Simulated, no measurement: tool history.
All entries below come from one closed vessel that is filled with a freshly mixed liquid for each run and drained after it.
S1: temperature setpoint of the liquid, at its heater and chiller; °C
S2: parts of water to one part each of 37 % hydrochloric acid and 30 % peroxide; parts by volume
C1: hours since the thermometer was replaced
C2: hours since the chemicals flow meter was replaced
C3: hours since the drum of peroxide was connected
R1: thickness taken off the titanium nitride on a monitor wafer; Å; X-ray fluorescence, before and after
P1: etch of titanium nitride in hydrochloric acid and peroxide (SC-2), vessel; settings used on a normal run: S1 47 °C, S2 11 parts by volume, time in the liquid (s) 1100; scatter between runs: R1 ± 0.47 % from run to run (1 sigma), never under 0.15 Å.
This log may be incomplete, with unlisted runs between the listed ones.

run 1 hour=10 | S1=47 S2=11 time_in_the_liquid_(s)=1100 | C1=555 C2=213.5 C3=211.4 | R1=157.73
run 2 hour=18.2 | S1=38.5 S2=6 time_in_the_liquid_(s)=1100 | C1=563.2 C2=221.7 C3=219.6 | R1=140.99
run 3 hour=25 | S1=47 S2=11 time_in_the_liquid_(s)=1100 | C1=570 C2=228.5 C3=226.4 | R1=156.76
run 4 hour=32.3 | S1=47 S2=11 time_in_the_liquid_(s)=365 | C1=577.3 C2=235.8 C3=233.7 | R1=51.977
run 5 hour=45.9 | S1=47 S2=4 time_in_the_liquid_(s)=1100 | C1=590.9 C2=249.4 C3=247.3 | R1=339.26
run 6 hour=56 | S1=47 S2=11 time_in_the_liquid_(s)=1100 | C1=601 C2=259.5 C3=257.4 | R1=159.2
-- hour=58.2 thermometer replaced
run 7 hour=69 | S1=47 S2=11 time_in_the_liquid_(s)=1100 | C1=10.8 C2=272.5 C3=270.4 | R1=157.21
run 8 hour=77 | S1=61.5 S2=11 time_in_the_liquid_(s)=1100 | C1=18.8 C2=280.5 C3=278.4 | R1=404.62
run 9 hour=86.3 | S1=63 S2=11 time_in_the_liquid_(s)=1615 | C1=28.1 C2=289.8 C3=287.7 | R1=653.12
run 10 hour=97.7 | S1=47 S2=11 time_in_the_liquid_(s)=1100 | C1=39.5 C2=301.2 C3=299.1 | R1=157.56
run 11 hour=107.6 | S1=35 S2=11 time_in_the_liquid_(s)=1100 | C1=49.4 C2=311.1 C3=309 | R1=67.781
run 12 hour=115.4 | S1=47 S2=18.5 time_in_the_liquid_(s)=1100 | C1=57.2 C2=318.9 C3=316.8 | R1=99.933
run 13 hour=125 | S1=47 S2=11 time_in_the_liquid_(s)=1100 | C1=66.8 C2=328.5 C3=326.4 | R1=156.92
run 14 hour=137.3 | S1=47 S2=11 time_in_the_liquid_(s)=1700 | C1=79.1 C2=340.8 C3=338.7 | R1=243.93
run 15 hour=147.7 | S1=47 S2=11 time_in_the_liquid_(s)=1100 | C1=89.5 C2=351.2 C3=349.1 | R1=156.15
run 16 hour=155.2 | S1=47 S2=11 time_in_the_liquid_(s)=1100 | C1=97 C2=358.7 C3=356.6 | R1=153.63
run 17 hour=162.2 | S1=47 S2=11 time_in_the_liquid_(s)=1100 | C1=104 C2=365.7 C3=363.6 | R1=150.46
run 18 hour=171.7 | S1=47 S2=11 time_in_the_liquid_(s)=1100 | C1=113.5 C2=375.2 C3=373.1 | R1=148.09
run 19 hour=185.3 | S1=47 S2=11 time_in_the_liquid_(s)=1100 | C1=127.1 C2=388.8 C3=386.7 | R1=144.9
run 20 hour=192.2 | S1=47 S2=11 time_in_the_liquid_(s)=1100 | C1=134 C2=395.7 C3=393.6 | R1=144.27
-- hour=204.3 new drum of peroxide connected
run 21 hour=204.9 | S1=47 S2=11 time_in_the_liquid_(s)=1100 | C1=146.7 C2=408.4 C3=0.7 | R1=143.79
run 22 hour=219 | S1=47 S2=11 time_in_the_liquid_(s)=1100 | C1=160.8 C2=422.5 C3=14.8 | R1=144.23
run 23 hour=227.1 | S1=47 S2=11 time_in_the_liquid_(s)=1100 | C1=168.9 C2=430.6 C3=22.9 | R1=144.07

The output of P1 has drifted from where it used to be. Each of the 2 causes below, taken at the size shown beside it, accounts for the log equally well:
A: liquid colder than its thermometer reads (K) = 1.37
B: chemicals flow below the setpoint (%) = 10.3
The gradual shift began around hour 147.7.
Every other cause this tool's parts could produce, and why it does not fit the log:
peroxide weaker than its label (%): was serviced at hour 204.3, once the creep was under way, yet the earlier output never came back

4 check runs are offered, each on 3 wafers whose results are averaged, their results left as question marks. Which one tells the causes apart?
run check 1 hour=235.2 | S1=38 S2=5 time_in_the_liquid_(s)=1100 | R1=?
run check 2 hour=235.2 | S1=47 S2=17.5 time_in_the_liquid_(s)=1100 | R1=?
run check 3 hour=235.2 | S1=55.5 S2=11 time_in_the_liquid_(s)=555 | R1=?
run check 4 hour=235.2 | S1=47 S2=15 time_in_the_liquid_(s)=1100 | R1=?

What each check would give under each cause:
check=check_1 result=R1 if_A=141.3 if_B=144.18
check=check_2 result=R1 if_A=95.675 if_B=95.237
check=check_3 result=R1 if_A=127.69 if_B=127.17
check=check_4 result=R1 if_A=109.74 if_B=109.41
Gap, in per cent, between the two causes that each check separates least, read from the result that separates them most: check 1 2.02 %; check 2 0.46 %; check 3 0.4 %; check 4 0.3 %
The other checks would show nearly matching results whichever cause is true, so check 1 is the only one that separates the causes.

Check 1 has now been run. It gave: R1 143.96 Å. Which of the candidate causes is it?

The cause is B: chemicals flow below the setpoint (%).
